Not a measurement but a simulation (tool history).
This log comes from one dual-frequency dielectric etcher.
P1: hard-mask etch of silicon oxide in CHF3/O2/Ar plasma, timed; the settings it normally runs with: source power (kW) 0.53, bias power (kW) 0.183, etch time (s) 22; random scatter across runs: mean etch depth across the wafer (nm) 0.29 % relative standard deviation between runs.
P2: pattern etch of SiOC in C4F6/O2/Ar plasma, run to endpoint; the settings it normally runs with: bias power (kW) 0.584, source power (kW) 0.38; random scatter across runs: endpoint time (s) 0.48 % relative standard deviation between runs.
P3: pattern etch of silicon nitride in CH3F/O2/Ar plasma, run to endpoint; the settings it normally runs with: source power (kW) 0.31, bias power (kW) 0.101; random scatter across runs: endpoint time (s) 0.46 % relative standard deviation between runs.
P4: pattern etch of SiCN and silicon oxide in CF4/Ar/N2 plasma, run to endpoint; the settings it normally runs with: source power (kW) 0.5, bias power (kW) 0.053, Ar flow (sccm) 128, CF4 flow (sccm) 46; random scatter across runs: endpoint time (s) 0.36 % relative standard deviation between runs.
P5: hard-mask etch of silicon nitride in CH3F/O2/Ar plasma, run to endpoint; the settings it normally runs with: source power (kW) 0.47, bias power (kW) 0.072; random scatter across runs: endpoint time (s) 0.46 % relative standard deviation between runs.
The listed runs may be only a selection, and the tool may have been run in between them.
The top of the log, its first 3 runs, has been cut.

run	hour	process that ran	source power (kW)	bias power (kW)	etch time (s)	Ar flow (sccm)	CF4 flow (sccm)	hours since the last wet clean	hours since the last source power generator calibration	hours since the last bias power generator calibration	mean etch depth across the wafer (nm)	endpoint time (s)
4	22.3	P3	0.25	0.101				212.5	1129.1	2378.4		32.126
5	26.2	P1	0.32	0.183	22			216.4	1133	2382.3	34.039	
6	32.9	P1	0.53	0.183	22			223.1	1139.7	2389	41.543	
7	38.8	P3	0.31	0.101				229	1145.6	2394.9		29.634
8	42.9	P2	0.24	0.584				233.1	1149.7	2399		16.573
9	49.7	P4	0.5	0.053		128	46	239.9	1156.5	2405.8		18.901
10	53.2	P5	0.31	0.072				243.4	1160	2409.3		66.106
11	59.5	P1	0.53	0.236	22			249.7	1166.3	2415.6	44.976	
12	63.5	P1	0.33	0.183	15.5			253.7	1170.3	2419.6	24.423	
13	68.7	P1	0.53	0.146	12			258.9	1175.5	2424.8	20.906	
14	73	P1	0.53	0.183	22			263.2	1179.8	2429.1	41.267	
15	76.7	P4	0.5	0.053		128	46	266.9	1183.5	2432.8		19.007
16	82.7	P2	0.38	0.584				272.9	1189.5	2438.8		14.055
17	89.3	P1	0.53	0.183	22			279.5	1196.1	2445.4	41.294	
# hour 94.7: source power generator calibrated
18	95.3	P4	0.5	0.053		91	46	285.5	0.6	2451.4		17.722
19	101.6	P4	0.5	0.036		128	46	291.8	6.9	2457.7		21.82
20	108.3	P5	0.47	0.072				298.5	13.6	2464.4		56.986
21	115.6	P1	0.53	0.183	22			305.8	20.9	2471.7	41.333	
22	121.9	P1	0.53	0.183	15.5			312.1	27.2	2478	29.134	
23	125.8	P1	0.37	0.183	30.5			316	31.1	2481.9	49.976	
24	129.3	P4	0.68	0.053		128	46	319.5	34.6	2485.4		14.482
25	135	P3	0.31	0.101				325.2	40.3	2491.1		29.737

Run 26, settings as shown, results not yet in. Your forecast:
26	141.3	P5	0.47	0.091				331.5	46.6	2497.4		?

{"run 26": {"endpoint time (s)": 51.852}}
